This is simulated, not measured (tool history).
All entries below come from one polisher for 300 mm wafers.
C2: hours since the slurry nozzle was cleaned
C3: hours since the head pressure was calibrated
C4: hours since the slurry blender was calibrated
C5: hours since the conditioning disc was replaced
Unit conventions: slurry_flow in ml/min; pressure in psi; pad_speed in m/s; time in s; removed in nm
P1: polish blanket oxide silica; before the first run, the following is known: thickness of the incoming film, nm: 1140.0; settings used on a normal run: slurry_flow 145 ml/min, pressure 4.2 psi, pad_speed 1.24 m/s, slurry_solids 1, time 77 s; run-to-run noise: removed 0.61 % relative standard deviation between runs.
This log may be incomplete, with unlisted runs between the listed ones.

run 1 hour=5.6 | slurry_flow=145 pressure=4.2 pad_speed=1.24 slurry_solids=1 time=77 | wafers_polished_on_this_pad=366 C2=158.8 C3=706.4 C4=116.7 C5=43.9 | removed=236.46
run 2 hour=13.3 | slurry_flow=145 pressure=5.7 pad_speed=0.64 slurry_solids=1 time=77 | wafers_polished_on_this_pad=428 C2=166.5 C3=714.1 C4=124.4 C5=51.6 | removed=188.86
run 3 hour=18 | slurry_flow=145 pressure=4.2 pad_speed=0.88 slurry_solids=1 time=77 | wafers_polished_on_this_pad=466 C2=171.2 C3=718.8 C4=129.1 C5=56.3 | removed=180.73
run 4 hour=22.6 | slurry_flow=215 pressure=4.2 pad_speed=1.24 slurry_solids=1 time=77 | wafers_polished_on_this_pad=504 C2=175.8 C3=723.4 C4=133.7 C5=60.9 | removed=247.71
run 5 hour=28.4 | slurry_flow=145 pressure=1.9 pad_speed=1.24 slurry_solids=1 time=77 | wafers_polished_on_this_pad=551 C2=181.6 C3=729.2 C4=139.5 C5=66.7 | removed=106.55
run 6 hour=36.2 | slurry_flow=145 pressure=4.2 pad_speed=1.24 slurry_solids=1 time=115 | wafers_polished_on_this_pad=614 C2=189.4 C3=737 C4=147.3 C5=74.5 | removed=354.17
run 7 hour=41.5 | slurry_flow=145 pressure=4.2 pad_speed=1.24 slurry_solids=1 time=35 | wafers_polished_on_this_pad=657 C2=194.7 C3=742.3 C4=152.6 C5=79.8 | removed=107.38
run 8 hour=50.5 | slurry_flow=145 pressure=4.2 pad_speed=1.24 slurry_solids=1.35 time=77 | wafers_polished_on_this_pad=730 C2=203.7 C3=751.3 C4=161.6 C5=88.8 | removed=270.59
run 9 hour=55.4 | slurry_flow=145 pressure=4.2 pad_speed=1.24 slurry_solids=1 time=77 | wafers_polished_on_this_pad=770 C2=208.6 C3=756.2 C4=166.5 C5=93.7 | removed=238.65
run 10 hour=60.6 | slurry_flow=100 pressure=4.2 pad_speed=1.24 slurry_solids=1 time=77 | wafers_polished_on_this_pad=812 C2=213.8 C3=761.4 C4=171.7 C5=98.9 | removed=220.06
run 11 hour=65.8 | slurry_flow=145 pressure=4.2 pad_speed=1.24 slurry_solids=1 time=77 | wafers_polished_on_this_pad=855 C2=219 C3=766.6 C4=176.9 C5=104.1 | removed=236.32
run 12 hour=72.4 | slurry_flow=145 pressure=4.2 pad_speed=1.8 slurry_solids=1.5 time=77 | wafers_polished_on_this_pad=908 C2=225.6 C3=773.2 C4=183.5 C5=110.7 | removed=376.3
run 13 hour=79.7 | slurry_flow=145 pressure=4.2 pad_speed=1.24 slurry_solids=1 time=77 | wafers_polished_on_this_pad=968 C2=232.9 C3=780.5 C4=190.8 C5=118 | removed=237.53
run 14 hour=86.5 | slurry_flow=145 pressure=4.2 pad_speed=1.24 slurry_solids=0.5 time=77 | wafers_polished_on_this_pad=1023 C2=239.7 C3=787.3 C4=197.6 C5=124.8 | removed=162.27
run 15 hour=90.9 | slurry_flow=145 pressure=4.2 pad_speed=1.24 slurry_solids=1 time=77 | wafers_polished_on_this_pad=1059 C2=244.1 C3=791.7 C4=202 C5=129.2 | removed=234.58
run 16 hour=97.4 | slurry_flow=145 pressure=6.3 pad_speed=1.24 slurry_solids=1 time=77 | wafers_polished_on_this_pad=1111 C2=250.6 C3=798.2 C4=208.5 C5=135.7 | removed=354.84
run 17 hour=102.2 | slurry_flow=145 pressure=4.2 pad_speed=1.24 slurry_solids=1 time=77 | wafers_polished_on_this_pad=1150 C2=255.4 C3=803 C4=213.3 C5=140.5 | removed=238.15
run 18 hour=111.2 | slurry_flow=145 pressure=4.2 pad_speed=1.78 slurry_solids=1 time=77 | wafers_polished_on_this_pad=1224 C2=264.4 C3=812 C4=222.3 C5=149.5 | removed=319.99
run 19 hour=119.4 | slurry_flow=145 pressure=4.2 pad_speed=1.24 slurry_solids=1 time=77 | wafers_polished_on_this_pad=1290 C2=272.6 C3=820.2 C4=230.5 C5=157.7 | removed=238.18
run 20 hour=128.3 | slurry_flow=145 pressure=4.2 pad_speed=1.24 slurry_solids=1 time=77 | wafers_polished_on_this_pad=1362 C2=281.5 C3=829.1 C4=239.4 C5=166.6 | removed=223.36
run 21 hour=133.4 | slurry_flow=145 pressure=4.2 pad_speed=1.24 slurry_solids=1 time=77 | wafers_polished_on_this_pad=1404 C2=286.6 C3=834.2 C4=244.5 C5=171.7 | removed=219.59
run 22 hour=138.8 | slurry_flow=145 pressure=4.2 pad_speed=1.24 slurry_solids=1 time=77 | wafers_polished_on_this_pad=1448 C2=292 C3=839.6 C4=249.9 C5=177.1 | removed=214.3
-- hour=143.6 head pressure recalibrated
-- hour=143.7 conditioning disc replaced and pad reconditioned
run 23 hour=146.6 | slurry_flow=145 pressure=4.2 pad_speed=1.24 slurry_solids=1 time=77 | wafers_polished_on_this_pad=1511 C2=299.8 C3=3.1 C4=257.7 C5=2.9 | removed=211.52
run 24 hour=152.9 | slurry_flow=145 pressure=4.2 pad_speed=1.24 slurry_solids=1 time=77 | wafers_polished_on_this_pad=1562 C2=306.1 C3=9.4 C4=264 C5=9.2 | removed=206.58
-- hour=160.7 slurry nozzle cleaned
run 25 hour=161 | slurry_flow=145 pressure=4.2 pad_speed=1.24 slurry_solids=1 time=77 | wafers_polished_on_this_pad=1628 C2=0.3 C3=17.5 C4=272.1 C5=17.3 | removed=207.9

For run 26, what comes out?
run 26 hour=166.1 | slurry_flow=145 pressure=4.2 pad_speed=1.24 slurry_solids=1 time=77 | wafers_polished_on_this_pad=1670 C2=5.4 C3=22.6 C4=277.2 C5=22.4 | removed=?

removed: 206.43 nm
